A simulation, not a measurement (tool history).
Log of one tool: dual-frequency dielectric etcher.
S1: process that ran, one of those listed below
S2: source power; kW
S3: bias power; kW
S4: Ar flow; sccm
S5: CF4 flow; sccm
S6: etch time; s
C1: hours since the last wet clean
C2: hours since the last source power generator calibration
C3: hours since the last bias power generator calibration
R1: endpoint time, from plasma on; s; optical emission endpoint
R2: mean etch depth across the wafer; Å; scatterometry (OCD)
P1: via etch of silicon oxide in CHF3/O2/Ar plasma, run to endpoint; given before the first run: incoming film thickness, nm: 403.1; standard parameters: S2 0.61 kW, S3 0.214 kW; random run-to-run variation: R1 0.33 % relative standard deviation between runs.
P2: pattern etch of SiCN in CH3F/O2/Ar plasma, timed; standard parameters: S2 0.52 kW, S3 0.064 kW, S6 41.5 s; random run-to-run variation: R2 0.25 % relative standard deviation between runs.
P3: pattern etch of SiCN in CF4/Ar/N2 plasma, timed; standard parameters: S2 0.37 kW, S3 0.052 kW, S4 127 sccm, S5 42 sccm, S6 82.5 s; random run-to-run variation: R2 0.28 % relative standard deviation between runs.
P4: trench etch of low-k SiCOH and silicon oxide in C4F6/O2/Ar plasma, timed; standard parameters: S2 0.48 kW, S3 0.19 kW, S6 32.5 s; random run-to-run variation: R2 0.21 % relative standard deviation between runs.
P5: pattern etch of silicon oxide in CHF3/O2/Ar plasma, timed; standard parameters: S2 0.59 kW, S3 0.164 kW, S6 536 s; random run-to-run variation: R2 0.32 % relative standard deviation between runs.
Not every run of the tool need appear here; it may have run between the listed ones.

run,hour,S1,S2,S3,S4,S5,S6,C1,C2,C3,R1,R2
1,8.3,P1,0.61,0.214,,,,211.8,3039.2,1700.9,190.65,
2,14.8,P3,0.37,0.063,127,42,82.5,218.3,3045.7,1707.4,,495.14
3,19.1,P1,0.61,0.265,,,,222.6,3050,1711.7,176.09,
4,25.3,P2,0.52,0.088,,,41.5,228.8,3056.2,1717.9,,180.15
5,30.8,P1,0.86,0.214,,,,234.3,3061.7,1723.4,167.03,
6,36.5,P1,0.61,0.214,,,,240,3067.4,1729.1,190.79,
7,44,P3,0.46,0.052,127,42,82.5,247.5,3074.9,1736.6,,557.44
8,50.6,P5,0.59,0.164,,,536,254.1,3081.5,1743.2,,10277
9,58.7,P5,0.59,0.164,,,536,262.2,3089.6,1751.3,,10207
10,66.1,P4,0.48,0.19,,,32.5,269.6,3097,1758.7,,1089.8
11,73.9,P1,0.5,0.214,,,,277.4,3104.8,1766.5,203.89,
12,80.4,P1,0.71,0.284,,,,283.9,3111.3,1773,161.6,
13,88.4,P4,0.48,0.19,,,32.5,291.9,3119.3,1781,,1089.6
14,92.6,P3,0.37,0.052,127,54,82.5,296.1,3123.5,1785.2,,481.97
15,98.7,P1,0.61,0.214,,,,302.2,3129.6,1791.3,190.4,
16,104.7,P3,0.37,0.052,127,42,82.5,308.2,3135.6,1797.3,,459.75
17,113.3,P2,0.52,0.064,,,41.5,316.8,3144.2,1805.9,,160.92
18,119.2,P3,0.37,0.052,164,42,82.5,322.7,3150.1,1811.8,,437.29
19,126.2,P4,0.48,0.19,,,22,329.7,3157.1,1818.8,,738.11
20,131.7,P5,0.59,0.229,,,536,335.2,3162.6,1824.3,,11506
21,140.2,P1,0.61,0.214,,,,343.7,3171.1,1832.8,189.21,
22,148.7,P2,0.52,0.064,,,62.5,352.2,3179.6,1841.3,,243.24
23,157.6,P3,0.37,0.052,127,42,82.5,361.1,3188.5,1850.2,,460.01
24,164,P2,0.71,0.064,,,41.5,367.5,3194.9,1856.6,,181.29
# hour 167.9: bias power generator calibrated
25,172.1,P1,0.61,0.141,,,,375.6,3203,4.2,218.99,
26,180.3,P4,0.32,0.19,,,32.5,383.8,3211.2,12.4,,932.51
27,185.3,P5,0.59,0.164,,,785.5,388.8,3216.2,17.4,,15042
28,194,P5,0.35,0.164,,,536,397.5,3224.9,26.1,,8346.4
29,199.5,P3,0.37,0.052,127,42,54.5,403,3230.4,31.6,,304.31

Estimate the outcome of run 30 from the log above:
30,204.1,P1,0.61,0.214,,,,407.6,3235,36.2,?,

Logged for run 30: R1 189.36 s.
